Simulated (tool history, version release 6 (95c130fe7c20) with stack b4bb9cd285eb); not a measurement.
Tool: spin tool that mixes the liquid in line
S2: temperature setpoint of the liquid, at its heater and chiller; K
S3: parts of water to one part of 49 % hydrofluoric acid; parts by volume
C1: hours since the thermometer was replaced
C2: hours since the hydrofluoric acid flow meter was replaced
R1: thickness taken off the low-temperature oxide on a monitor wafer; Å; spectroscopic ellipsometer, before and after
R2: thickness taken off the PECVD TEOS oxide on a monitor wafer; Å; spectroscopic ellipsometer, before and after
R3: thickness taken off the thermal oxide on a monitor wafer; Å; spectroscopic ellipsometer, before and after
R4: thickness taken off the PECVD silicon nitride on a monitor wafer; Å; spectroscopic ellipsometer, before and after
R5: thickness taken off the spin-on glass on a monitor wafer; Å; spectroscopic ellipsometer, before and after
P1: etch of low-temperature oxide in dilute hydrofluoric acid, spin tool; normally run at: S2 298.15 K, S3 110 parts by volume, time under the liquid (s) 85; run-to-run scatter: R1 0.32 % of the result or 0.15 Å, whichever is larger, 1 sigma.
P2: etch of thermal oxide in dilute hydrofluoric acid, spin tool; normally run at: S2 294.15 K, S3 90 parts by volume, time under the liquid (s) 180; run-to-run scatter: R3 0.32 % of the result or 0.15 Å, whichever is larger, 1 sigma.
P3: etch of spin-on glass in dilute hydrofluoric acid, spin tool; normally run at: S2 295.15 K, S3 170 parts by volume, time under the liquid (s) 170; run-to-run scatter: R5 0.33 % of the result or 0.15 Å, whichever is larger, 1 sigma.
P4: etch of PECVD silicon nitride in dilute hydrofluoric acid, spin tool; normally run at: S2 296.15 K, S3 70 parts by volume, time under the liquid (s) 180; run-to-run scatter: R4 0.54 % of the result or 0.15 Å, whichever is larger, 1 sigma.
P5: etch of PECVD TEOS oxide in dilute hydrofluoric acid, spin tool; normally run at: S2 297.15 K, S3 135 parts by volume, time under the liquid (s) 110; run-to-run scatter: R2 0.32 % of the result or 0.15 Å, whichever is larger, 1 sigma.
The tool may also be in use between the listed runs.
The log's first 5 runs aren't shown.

Run 6, hour 26.4: process that ran P1, S2 298.15 K, S3 45 parts by volume, time under the liquid (s) 85; C1 1765.4; C2 399.9. Result: R1 724.880 Å.
Run 7, hour 31.5: process that ran P1, S2 298.15 K, S3 110 parts by volume, time under the liquid (s) 85; C1 1770.5; C2 405.0. Result: R1 273.340 Å.
Run 8, hour 34.6: process that ran P4, S2 296.15 K, S3 110 parts by volume, time under the liquid (s) 180; C1 1773.6; C2 408.1. Result: R4 40.509 Å.
Run 9, hour 39.5: process that ran P3, S2 295.15 K, S3 170 parts by volume, time under the liquid (s) 50; C1 1778.5; C2 413.0. Result: R5 116.76 Å.
Run 10, hour 45.3: process that ran P4, S2 296.15 K, S3 70 parts by volume, time under the liquid (s) 40; C1 1784.3; C2 418.8. Result: R4 13.974 Å.
Run 11, hour 50.4: process that ran P1, S2 298.15 K, S3 110 parts by volume, time under the liquid (s) 85; C1 1789.4; C2 423.9. Result: R1 275.300 Å.
Run 12, hour 56.6: process that ran P1, S2 305.65 K, S3 110 parts by volume, time under the liquid (s) 135; C1 1795.6; C2 430.1. Result: R1 577.530 Å.
Run 13, hour 61.9: process that ran P2, S2 294.15 K, S3 90 parts by volume, time under the liquid (s) 180; C1 1800.9; C2 435.4. Result: R3 83.264 Å.
Run 14, hour 68.4: process that ran P1, S2 298.15 K, S3 110 parts by volume, time under the liquid (s) 145; C1 1807.4; C2 441.9. Result: R1 468.170 Å.
Run 15, hour 71.9: process that ran P1, S2 292.65 K, S3 110 parts by volume, time under the liquid (s) 85; C1 1810.9; C2 445.4. Result: R1 219.100 Å.
Run 16, hour 78.5: process that ran P4, S2 296.15 K, S3 70 parts by volume, time under the liquid (s) 180; C1 1817.5; C2 452.0. Result: R4 63.173 Å.
Run 17, hour 83.1: process that ran P1, S2 302.15 K, S3 110 parts by volume, time under the liquid (s) 85; C1 1822.1; C2 456.6. Result: R1 319.930 Å.
Run 18, hour 86.0: process that ran P3, S2 295.15 K, S3 45 parts by volume, time under the liquid (s) 170; C1 1825.0; C2 459.5. Result: R5 1747.00 Å.
Run 19, hour 92.1: process that ran P3, S2 290.15 K, S3 170 parts by volume, time under the liquid (s) 170; C1 1831.1; C2 465.6. Result: R5 328.19 Å.
Run 20, hour 96.5: process that ran P1, S2 298.15 K, S3 110 parts by volume, time under the liquid (s) 85; C1 1835.5; C2 470.0. Result: R1 274.680 Å.

Forecast run 21:
Run 21, hour 102.6: process that ran P1, S2 298.15 K, S3 110 parts by volume, time under the liquid (s) 25; C1 1841.6; C2 476.1. Result: R1 ?.

Run 21 gave R1 80.328 Å.
